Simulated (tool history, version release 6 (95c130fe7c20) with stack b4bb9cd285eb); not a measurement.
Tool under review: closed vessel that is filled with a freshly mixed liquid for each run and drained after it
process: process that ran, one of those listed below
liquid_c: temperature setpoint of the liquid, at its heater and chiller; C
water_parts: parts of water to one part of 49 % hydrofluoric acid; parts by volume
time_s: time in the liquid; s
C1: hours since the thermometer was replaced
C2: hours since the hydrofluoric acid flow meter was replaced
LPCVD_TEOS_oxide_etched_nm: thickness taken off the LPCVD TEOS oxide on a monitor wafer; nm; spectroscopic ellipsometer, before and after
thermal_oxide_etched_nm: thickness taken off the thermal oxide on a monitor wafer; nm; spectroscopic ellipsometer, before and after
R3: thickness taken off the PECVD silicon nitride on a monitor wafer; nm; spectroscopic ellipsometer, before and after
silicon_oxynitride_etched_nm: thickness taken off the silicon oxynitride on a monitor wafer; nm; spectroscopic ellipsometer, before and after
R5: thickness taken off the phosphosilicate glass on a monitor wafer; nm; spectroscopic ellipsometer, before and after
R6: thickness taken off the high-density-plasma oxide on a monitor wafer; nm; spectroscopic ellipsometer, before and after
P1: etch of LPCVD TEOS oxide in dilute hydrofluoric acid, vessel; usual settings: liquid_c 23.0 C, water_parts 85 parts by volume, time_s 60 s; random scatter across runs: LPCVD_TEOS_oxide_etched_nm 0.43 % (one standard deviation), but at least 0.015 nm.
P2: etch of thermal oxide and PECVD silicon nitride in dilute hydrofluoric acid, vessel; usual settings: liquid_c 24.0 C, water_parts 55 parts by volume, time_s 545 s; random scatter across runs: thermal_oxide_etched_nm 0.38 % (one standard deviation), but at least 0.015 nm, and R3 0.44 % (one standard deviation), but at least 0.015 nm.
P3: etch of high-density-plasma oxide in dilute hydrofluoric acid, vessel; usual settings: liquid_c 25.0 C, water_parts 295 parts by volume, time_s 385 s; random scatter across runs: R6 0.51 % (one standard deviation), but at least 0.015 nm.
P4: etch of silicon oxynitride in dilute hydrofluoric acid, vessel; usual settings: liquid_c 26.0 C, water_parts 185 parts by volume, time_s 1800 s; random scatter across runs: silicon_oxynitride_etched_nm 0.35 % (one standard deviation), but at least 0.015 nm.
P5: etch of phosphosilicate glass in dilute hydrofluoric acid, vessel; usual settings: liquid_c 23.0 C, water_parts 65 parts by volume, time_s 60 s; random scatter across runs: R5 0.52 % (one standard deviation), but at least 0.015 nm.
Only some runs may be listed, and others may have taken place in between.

Run 1, hour 9.9: process P1, liquid_c 23.0 C, water_parts 85 parts by volume, time_s 60 s; C1 728.3; C2 469.5. Result: LPCVD_TEOS_oxide_etched_nm 29.904 nm.
Run 2, hour 24.6: process P1, liquid_c 30.5 C, water_parts 40 parts by volume, time_s 60 s; C1 743.0; C2 484.2. Result: LPCVD_TEOS_oxide_etched_nm 91.243 nm.
Run 3, hour 39.9: process P2, liquid_c 24.0 C, water_parts 55 parts by volume, time_s 545 s; C1 758.3; C2 499.5. Result: thermal_oxide_etched_nm 51.239 nm, R3 19.998 nm.
Run 4, hour 51.8: process P1, liquid_c 17.0 C, water_parts 85 parts by volume, time_s 105 s; C1 770.2; C2 511.4. Result: LPCVD_TEOS_oxide_etched_nm 41.048 nm.
Run 5, hour 63.1: process P4, liquid_c 26.0 C, water_parts 290 parts by volume, time_s 1800 s; C1 781.5; C2 522.7. Result: silicon_oxynitride_etched_nm 8.33000 nm.
Run 6, hour 78.8: process P1, liquid_c 28.0 C, water_parts 85 parts by volume, time_s 60 s; C1 797.2; C2 538.4. Result: LPCVD_TEOS_oxide_etched_nm 36.544 nm.
Run 7, hour 92.3: process P1, liquid_c 23.0 C, water_parts 135 parts by volume, time_s 60 s; C1 810.7; C2 551.9. Result: LPCVD_TEOS_oxide_etched_nm 17.727 nm.
Run 8, hour 101.2: process P5, liquid_c 31.0 C, water_parts 65 parts by volume, time_s 60 s; C1 819.6; C2 560.8. Result: R5 95.238 nm.
Run 9, hour 108.3: process P2, liquid_c 29.0 C, water_parts 55 parts by volume, time_s 545 s; C1 826.7; C2 567.9. Result: thermal_oxide_etched_nm 62.732 nm, R3 27.587 nm.
Run 10, hour 117.7: process P4, liquid_c 22.0 C, water_parts 185 parts by volume, time_s 1800 s; C1 836.1; C2 577.3. Result: silicon_oxynitride_etched_nm 11.80300 nm.
Run 11, hour 126.0: process P1, liquid_c 23.0 C, water_parts 85 parts by volume, time_s 60 s; C1 844.4; C2 585.6. Result: LPCVD_TEOS_oxide_etched_nm 30.069 nm.
Run 12, hour 135.3: process P1, liquid_c 23.0 C, water_parts 85 parts by volume, time_s 60 s; C1 853.7; C2 594.9. Result: LPCVD_TEOS_oxide_etched_nm 29.969 nm.
Run 13, hour 146.1: process P5, liquid_c 23.0 C, water_parts 65 parts by volume, time_s 60 s; C1 864.5; C2 605.7. Result: R5 69.712 nm.
Run 14, hour 153.6: process P1, liquid_c 23.0 C, water_parts 85 parts by volume, time_s 60 s; C1 872.0; C2 613.2. Result: LPCVD_TEOS_oxide_etched_nm 30.045 nm.
Run 15, hour 164.5: process P5, liquid_c 23.0 C, water_parts 95 parts by volume, time_s 60 s; C1 882.9; C2 624.1. Result: R5 45.795 nm.
Run 16, hour 175.4: process P3, liquid_c 25.0 C, water_parts 295 parts by volume, time_s 560 s; C1 893.8; C2 635.0. Result: R6 7.7894 nm.
Run 17, hour 184.3: process P3, liquid_c 25.0 C, water_parts 295 parts by volume, time_s 385 s; C1 902.7; C2 643.9. Result: R6 5.4062 nm.
Run 18, hour 198.6: process P5, liquid_c 23.0 C, water_parts 65 parts by volume, time_s 115 s; C1 917.0; C2 658.2. Result: R5 133.570 nm.
Run 19, hour 207.2: process P4, liquid_c 26.0 C, water_parts 185 parts by volume, time_s 65 s; C1 925.6; C2 666.8. Result: silicon_oxynitride_etched_nm 0.51081 nm.
Run 20, hour 215.5: process P2, liquid_c 24.0 C, water_parts 55 parts by volume, time_s 1045 s; C1 933.9; C2 675.1. Result: thermal_oxide_etched_nm 98.112 nm, R3 38.238 nm.
Run 21, hour 229.4: process P1, liquid_c 23.0 C, water_parts 85 parts by volume, time_s 30 s; C1 947.8; C2 689.0. Result: LPCVD_TEOS_oxide_etched_nm 15.047 nm.
Run 22, hour 236.6: process P1, liquid_c 23.0 C, water_parts 85 parts by volume, time_s 85 s; C1 955.0; C2 696.2. Result: LPCVD_TEOS_oxide_etched_nm 42.721 nm.
Run 23, hour 248.3: process P1, liquid_c 23.0 C, water_parts 85 parts by volume, time_s 60 s; C1 966.7; C2 707.9. Result: LPCVD_TEOS_oxide_etched_nm 29.950 nm.
Run 24, hour 264.0: process P2, liquid_c 24.0 C, water_parts 30 parts by volume, time_s 545 s; C1 982.4; C2 723.6. Result: thermal_oxide_etched_nm 97.920 nm, R3 36.316 nm.
Run 25, hour 278.5: process P3, liquid_c 20.5 C, water_parts 295 parts by volume, time_s 385 s; C1 996.9; C2 738.1. Result: R6 4.5488 nm.
Run 26, hour 294.0: process P1, liquid_c 23.0 C, water_parts 85 parts by volume, time_s 60 s; C1 1012.4; C2 753.6. Result: LPCVD_TEOS_oxide_etched_nm 30.093 nm.
At hour 301.8: thermometer replaced.
Run 27, hour 305.5: process P4, liquid_c 26.0 C, water_parts 185 parts by volume, time_s 1800 s; C1 3.8; C2 765.1. Result: silicon_oxynitride_etched_nm 14.13400 nm.
Run 28, hour 321.3: process P3, liquid_c 25.0 C, water_parts 55 parts by volume, time_s 385 s; C1 19.6; C2 780.9. Result: R6 37.9740 nm.
Run 29, hour 337.2: process P1, liquid_c 23.0 C, water_parts 30 parts by volume, time_s 60 s; C1 35.5; C2 796.8. Result: LPCVD_TEOS_oxide_etched_nm 91.411 nm.
Run 30, hour 350.8: process P1, liquid_c 17.0 C, water_parts 85 parts by volume, time_s 60 s; C1 49.1; C2 810.4. Result: LPCVD_TEOS_oxide_etched_nm 23.368 nm.
Run 31, hour 358.1: process P1, liquid_c 23.0 C, water_parts 85 parts by volume, time_s 60 s; C1 56.4; C2 817.7. Result: LPCVD_TEOS_oxide_etched_nm 30.111 nm.
Run 32, hour 367.0: process P1, liquid_c 23.0 C, water_parts 85 parts by volume, time_s 60 s; C1 65.3; C2 826.6. Result: LPCVD_TEOS_oxide_etched_nm 29.660 nm.
Run 33, hour 381.4: process P1, liquid_c 23.0 C, water_parts 85 parts by volume, time_s 60 s; C1 79.7; C2 841.0. Result: LPCVD_TEOS_oxide_etched_nm 29.041 nm.
Run 34, hour 392.9: process P1, liquid_c 23.0 C, water_parts 85 parts by volume, time_s 60 s; C1 91.2; C2 852.5. Result: LPCVD_TEOS_oxide_etched_nm 28.967 nm.
Run 35, hour 405.3: process P1, liquid_c 23.0 C, water_parts 85 parts by volume, time_s 60 s; C1 103.6; C2 864.9. Result: LPCVD_TEOS_oxide_etched_nm 28.828 nm.
Run 36, hour 416.5: process P1, liquid_c 23.0 C, water_parts 85 parts by volume, time_s 60 s; C1 114.8; C2 876.1. Result: LPCVD_TEOS_oxide_etched_nm 28.367 nm.
Run 37, hour 431.3: process P1, liquid_c 23.0 C, water_parts 85 parts by volume, time_s 60 s; C1 129.6; C2 890.9. Result: LPCVD_TEOS_oxide_etched_nm 28.388 nm.
Run 38, hour 446.3: process P1, liquid_c 23.0 C, water_parts 85 parts by volume, time_s 60 s; C1 144.6; C2 905.9. Result: LPCVD_TEOS_oxide_etched_nm 28.399 nm.

Expected results for the next run?
Run 39, hour 458.5: process P1, liquid_c 23.0 C, water_parts 85 parts by volume, time_s 60 s; C1 156.8; C2 918.1. Result: LPCVD_TEOS_oxide_etched_nm ?.

{"run 39": {"LPCVD_TEOS_oxide_etched_nm": 28.335}}
